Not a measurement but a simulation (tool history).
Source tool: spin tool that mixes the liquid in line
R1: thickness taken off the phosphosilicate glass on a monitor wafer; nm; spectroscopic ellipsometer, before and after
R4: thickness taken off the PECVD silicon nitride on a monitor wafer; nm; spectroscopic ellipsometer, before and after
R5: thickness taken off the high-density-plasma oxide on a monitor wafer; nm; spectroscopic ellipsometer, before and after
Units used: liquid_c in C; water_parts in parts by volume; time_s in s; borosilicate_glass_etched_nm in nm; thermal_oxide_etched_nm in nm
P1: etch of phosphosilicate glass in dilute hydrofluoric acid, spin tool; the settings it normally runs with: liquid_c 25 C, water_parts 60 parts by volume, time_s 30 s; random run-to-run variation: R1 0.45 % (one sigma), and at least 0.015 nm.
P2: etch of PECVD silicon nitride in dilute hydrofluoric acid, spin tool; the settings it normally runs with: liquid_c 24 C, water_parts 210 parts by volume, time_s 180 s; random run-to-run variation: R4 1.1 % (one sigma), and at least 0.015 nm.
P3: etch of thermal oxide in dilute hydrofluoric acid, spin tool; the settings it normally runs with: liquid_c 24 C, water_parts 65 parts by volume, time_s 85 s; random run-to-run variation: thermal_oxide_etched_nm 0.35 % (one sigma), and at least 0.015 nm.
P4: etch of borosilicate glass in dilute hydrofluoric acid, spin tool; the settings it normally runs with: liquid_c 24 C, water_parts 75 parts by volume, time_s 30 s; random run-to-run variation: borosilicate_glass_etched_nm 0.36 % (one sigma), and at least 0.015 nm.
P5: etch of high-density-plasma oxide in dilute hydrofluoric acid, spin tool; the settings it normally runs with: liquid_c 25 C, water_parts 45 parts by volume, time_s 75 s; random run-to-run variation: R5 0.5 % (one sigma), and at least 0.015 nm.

{"run": 1, "hour": 13.0, "process": "P1", "liquid_c": 25, "water_parts": 60, "time_s": 30, "R1": 69.44}
{"run": 2, "hour": 23.5, "process": "P1", "liquid_c": 25, "water_parts": 60, "time_s": 15, "R1": 34.2}
{"run": 3, "hour": 38.8, "process": "P4", "liquid_c": 24, "water_parts": 75, "time_s": 15, "borosilicate_glass_etched_nm": 5.1588}
{"run": 4, "hour": 50.4, "process": "P3", "liquid_c": 24, "water_parts": 65, "time_s": 15, "thermal_oxide_etched_nm": 1.1451}
{"run": 5, "hour": 59.5, "process": "P3", "liquid_c": 24, "water_parts": 115, "time_s": 85, "thermal_oxide_etched_nm": 3.465}
{"run": 6, "hour": 70.5, "process": "P1", "liquid_c": 25, "water_parts": 60, "time_s": 30, "R1": 69.988}
{"run": 7, "hour": 83.8, "process": "P2", "liquid_c": 24, "water_parts": 90, "time_s": 180, "R4": 4.8016}
{"run": 8, "hour": 99.7, "process": "P5", "liquid_c": 25, "water_parts": 45, "time_s": 75, "R5": 9.7442}
{"run": 9, "hour": 110.1, "process": "P3", "liquid_c": 31, "water_parts": 65, "time_s": 85, "thermal_oxide_etched_nm": 8.5598}
{"run": 10, "hour": 122.7, "process": "P1", "liquid_c": 25, "water_parts": 30, "time_s": 50, "R1": 242.36}
{"run": 11, "hour": 129.8, "process": "P1", "liquid_c": 28.5, "water_parts": 60, "time_s": 30, "R1": 79.345}
{"run": 12, "hour": 144.1, "process": "P1", "liquid_c": 25, "water_parts": 60, "time_s": 30, "R1": 69.499}
{"run": 13, "hour": 151.5, "process": "P1", "liquid_c": 25, "water_parts": 60, "time_s": 60, "R1": 138.38}
{"run": 14, "hour": 162.5, "process": "P4", "liquid_c": 24, "water_parts": 135, "time_s": 30, "borosilicate_glass_etched_nm": 5.3167}
{"run": 15, "hour": 174.8, "process": "P4", "liquid_c": 24, "water_parts": 75, "time_s": 30, "borosilicate_glass_etched_nm": 10.27}
{"run": 16, "hour": 189.9, "process": "P2", "liquid_c": 24, "water_parts": 210, "time_s": 180, "R4": 2.1132}
{"run": 17, "hour": 198.3, "process": "P2", "liquid_c": 17, "water_parts": 210, "time_s": 180, "R4": 1.3163}
{"run": 18, "hour": 208.4, "process": "P5", "liquid_c": 25, "water_parts": 45, "time_s": 15, "R5": 1.9098}
{"run": 19, "hour": 217.7, "process": "P1", "liquid_c": 25, "water_parts": 20, "time_s": 30, "R1": 220.11}
{"run": 20, "hour": 226.9, "process": "P3", "liquid_c": 24, "water_parts": 65, "time_s": 85, "thermal_oxide_etched_nm": 6.5133}
{"run": 21, "hour": 241.7, "process": "P1", "liquid_c": 25, "water_parts": 60, "time_s": 30, "R1": 69.035}
{"run": 22, "hour": 251.3, "process": "P2", "liquid_c": 24, "water_parts": 210, "time_s": 35, "R4": 0.38001}
{"run": 23, "hour": 266.0, "process": "P1", "liquid_c": 19.5, "water_parts": 60, "time_s": 30, "R1": 55.806}
{"run": 24, "hour": 277.9, "process": "P1", "liquid_c": 25, "water_parts": 60, "time_s": 30, "R1": 69.244}
{"run": 25, "hour": 290.1, "process": "P5", "liquid_c": 17, "water_parts": 45, "time_s": 75, "R5": 6.9886}
{"run": 26, "hour": 297.2, "process": "P1", "liquid_c": 25, "water_parts": 100, "time_s": 30, "R1": 39.469}
{"run": 27, "hour": 308.7, "process": "P1", "liquid_c": 25, "water_parts": 60, "time_s": 30, "R1": 68.998}
{"run": 28, "hour": 316.0, "process": "P2", "liquid_c": 24, "water_parts": 210, "time_s": 180, "R4": 2.0926}
{"run": 29, "hour": 323.0, "process": "P4", "liquid_c": 18.5, "water_parts": 75, "time_s": 30, "borosilicate_glass_etched_nm": 8.16}
{"run": 30, "hour": 335.2, "process": "P5", "liquid_c": 25, "water_parts": 25, "time_s": 75, "R5": 18.2}
{"run": 31, "hour": 344.3, "process": "P1", "liquid_c": 25, "water_parts": 60, "time_s": 30, "R1": 69.394}
{"run": 32, "hour": 352.6, "process": "P1", "liquid_c": 25, "water_parts": 60, "time_s": 30, "R1": 70.062}
{"run": 33, "hour": 368.3, "process": "P1", "liquid_c": 25, "water_parts": 60, "time_s": 30, "R1": 72.316}
{"run": 34, "hour": 378.9, "process": "P1", "liquid_c": 25, "water_parts": 60, "time_s": 30, "R1": 73.005}
{"run": 35, "hour": 386.2, "process": "P1", "liquid_c": 25, "water_parts": 60, "time_s": 30, "R1": 72.247}
{"run": 36, "hour": 400.6, "process": "P1", "liquid_c": 25, "water_parts": 60, "time_s": 30, "R1": 72.595}
{"run": 37, "hour": 410.1, "process": "P1", "liquid_c": 25, "water_parts": 60, "time_s": 30, "R1": 73.789}

The output of P1 has drifted from where it used to be. Each of the 2 causes below, taken at the size shown beside it, accounts for the log equally well:
A: hydrofluoric acid flow above the setpoint (%) = 5.59
B: liquid hotter than its thermometer reads (K) = 1.46
At approximately hour 344.3, the process output began to creep.

Each of the check runs listed below is run on 5 wafers and reports their average, with the results left as question marks. Pick the one under which the possible causes would lead to clearly different results.
{"run": "check 1", "hour": 419.6, "process": "P4", "liquid_c": 24, "water_parts": 100, "time_s": 30, "borosilicate_glass_etched_nm": "?"}
{"run": "check 2", "hour": 419.6, "process": "P3", "liquid_c": 24, "water_parts": 95, "time_s": 30, "thermal_oxide_etched_nm": "?"}
{"run": "check 3", "hour": 419.6, "process": "P2", "liquid_c": 17, "water_parts": 120, "time_s": 180, "R4": "?"}
{"run": "check 4", "hour": 419.6, "process": "P5", "liquid_c": 17, "water_parts": 45, "time_s": 30, "R5": "?"}

What every check run would give for each of its results, assuming each possible cause in turn:
check=check_1 result=borosilicate_glass_etched_nm if_A=7.9272 if_B=7.9002
check=check_2 result=thermal_oxide_etched_nm if_A=1.6082 if_B=1.6035
check=check_3 result=R4 if_A=2.3646 if_B=2.4807
check=check_4 result=R5 if_A=2.9514 if_B=2.9702
Per check, the gap between the least separated pair of causes, taken in the result that splits them most: check 1 0.34 %; check 2 0.3 %; check 3 4.8 %; check 4 0.63 %
The other checks would show nearly matching results whichever cause is true, so check 3 is the only one that separates the causes.

Then check 3 was run and gave: R4 2.4854 nm. Which cause is it?

It is B: liquid hotter than its thermometer reads (K).

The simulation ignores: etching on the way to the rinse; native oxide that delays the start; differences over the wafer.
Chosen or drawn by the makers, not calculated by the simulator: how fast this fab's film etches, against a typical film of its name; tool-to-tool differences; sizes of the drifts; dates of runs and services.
